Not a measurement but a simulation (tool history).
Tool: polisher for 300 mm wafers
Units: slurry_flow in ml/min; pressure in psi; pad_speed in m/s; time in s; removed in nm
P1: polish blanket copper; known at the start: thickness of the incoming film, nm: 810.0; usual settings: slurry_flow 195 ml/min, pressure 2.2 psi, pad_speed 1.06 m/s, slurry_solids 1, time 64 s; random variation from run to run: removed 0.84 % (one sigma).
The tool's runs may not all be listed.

run   hour  slurry_flow  pressure  pad_speed  slurry_solids  time  wafers polished on this pad  hours since the slurry nozzle was cleaned  hours since the head pressure was calibrated  hours since the slurry blender was calibrated  removed
  1   11.8          195       2.2       1.06              1    64                          680                                      465.3                                         146.6                                            238   180.84
  2   22.1          195       1.3       1.36              1    64                          769                                      475.6                                         156.9                                          248.3   135.13
  3   35.9          195       2.2       1.06              1    98                          889                                      489.4                                         170.7                                          262.1   274.21
  4   52.3          240       2.2       1.06              1    89                         1032                                      505.8                                         187.1                                          278.5   256.61
  5   71.8          195       2.2       0.58              1    64                         1202                                      525.3                                         206.6                                            298    98.61
  6   81.5          195       2.2       1.06           1.45    64                         1286                                        535                                         216.3                                          307.7   193.72
  7     94          195       2.2       1.06              1    64                         1395                                      547.5                                         228.8                                          320.2    180.5
  8  105.3          195         1       1.06              1    64                         1493                                      558.8                                         240.1                                          331.5   82.248
  9  122.7          195       2.2       1.56              1    64                         1644                                      576.2                                         257.5                                          348.9   264.04
 10  141.4          195       2.2       1.06              1    43                         1807                                      594.9                                         276.2                                          367.6   120.16
 11    156          195       2.2       1.06              1    64                         1934                                      609.5                                         290.8                                          382.2   180.84
     161.1  -- slurry nozzle cleaned
 12  175.2          195       2.9       1.06              1    64                         2101                                       14.1                                           310                                          401.4   239.01
 13  187.7          195       2.2       1.06              1    64                         2210                                       26.6                                         322.5                                          413.9   180.32
 14  197.2          115       2.2       1.06              1    64                         2292                                       36.1                                           332                                          423.4   166.52
 15  208.6          195       2.2       1.06              1    64                         2392                                       47.5                                         343.4                                          434.8   178.59
 16  217.6          250       2.2       1.06              1    64                         2470                                       56.5                                         352.4                                          443.8   185.43
 17  232.4          195       2.2       1.06            0.5    64                         2599                                       71.3                                         367.2                                          458.6   154.64
 18    243          195       2.2       1.06              1    64                         2691                                       81.9                                         377.8                                          469.2   178.56
 19  262.2          195       2.2       1.06              1    64                         2858                                      101.1                                           397                                          488.4   175.34
 20  275.9          195       2.2       1.06              1    64                         2977                                      114.8                                         410.7                                          502.1   172.19
 21    287          195       2.2       1.06              1    64                         3073                                      125.9                                         421.8                                          513.2   172.92
 22  302.2          195       2.2       1.06              1    64                         3206                                      141.1                                           437                                          528.4   170.87
 23  311.3          195       2.2       1.06              1    64                         3285                                      150.2                                         446.1                                          537.5   173.35
     321.5  -- worn pad replaced by a new one
 24  328.2          195       2.2       1.06              1    64                           58                                      167.1                                           463                                          554.4   167.82
       332  -- head pressure recalibrated
 25  341.4          195       2.2       1.06              1    64                          173                                      180.3                                           9.5                                          567.6   171.81
 26  349.9          195       2.2       1.06              1    64                          247                                      188.8                                            18                                          576.1   167.09
 27  368.8          195       2.2       1.06              1    64                          411                                      207.7                                          36.9                                            595    170.8
 28  377.6          195       2.2       1.06              1    64                          488                                      216.5                                          45.7                                          603.8   168.39
 29  388.3          195       2.2       1.06              1    64                          581                                      227.2                                          56.4                                          614.5   171.33

What P1 gives has crept away from where it was. These 2 causes fit the log equally well, each at the size given:
A: abrasive missing from the slurry, % = 26.4
B: slurry flow missing at the pad, % = 32.5
The creep began at about hour 243.
Why every other cause is out:
removal rate lost through wear of the pad, %: serviced at hour 321.5, which brought nothing back
head's pressure below its setpoint, %: serviced at hour 332, which brought nothing back

4 check runs are offered, each on 3 wafers whose results are averaged, their results left as question marks. Which one tells the causes apart?
check 1   399          195         1       1.06            1.2    64                                                                                                                                                                             ?
check 2   399          115       2.2       1.06            1.3    64                                                                                                                                                                             ?
check 3   399          195       2.2       1.06            0.6    95                                                                                                                                                                             ?
check 4   399          195       2.2       1.06            0.5    64                                                                                                                                                                             ?

What each check would give under each cause:
  check   result    if A    if B
check 1  removed  79.555   79.67
check 2  removed  162.29  156.38
check 3  removed  225.85  224.93
check 4  removed  146.97  146.14
How far apart the two closest causes lie, in the result that separates them most: check 1 0.15 %; check 2 3.71 %; check 3 0.41 %; check 4 0.56 %
Check 2 tells the causes apart: in the others they would give nearly the same result.

Check 2 was then run and gave: removed 162.66 nm. Which cause is it?

It is A: abrasive missing from the slurry, %.
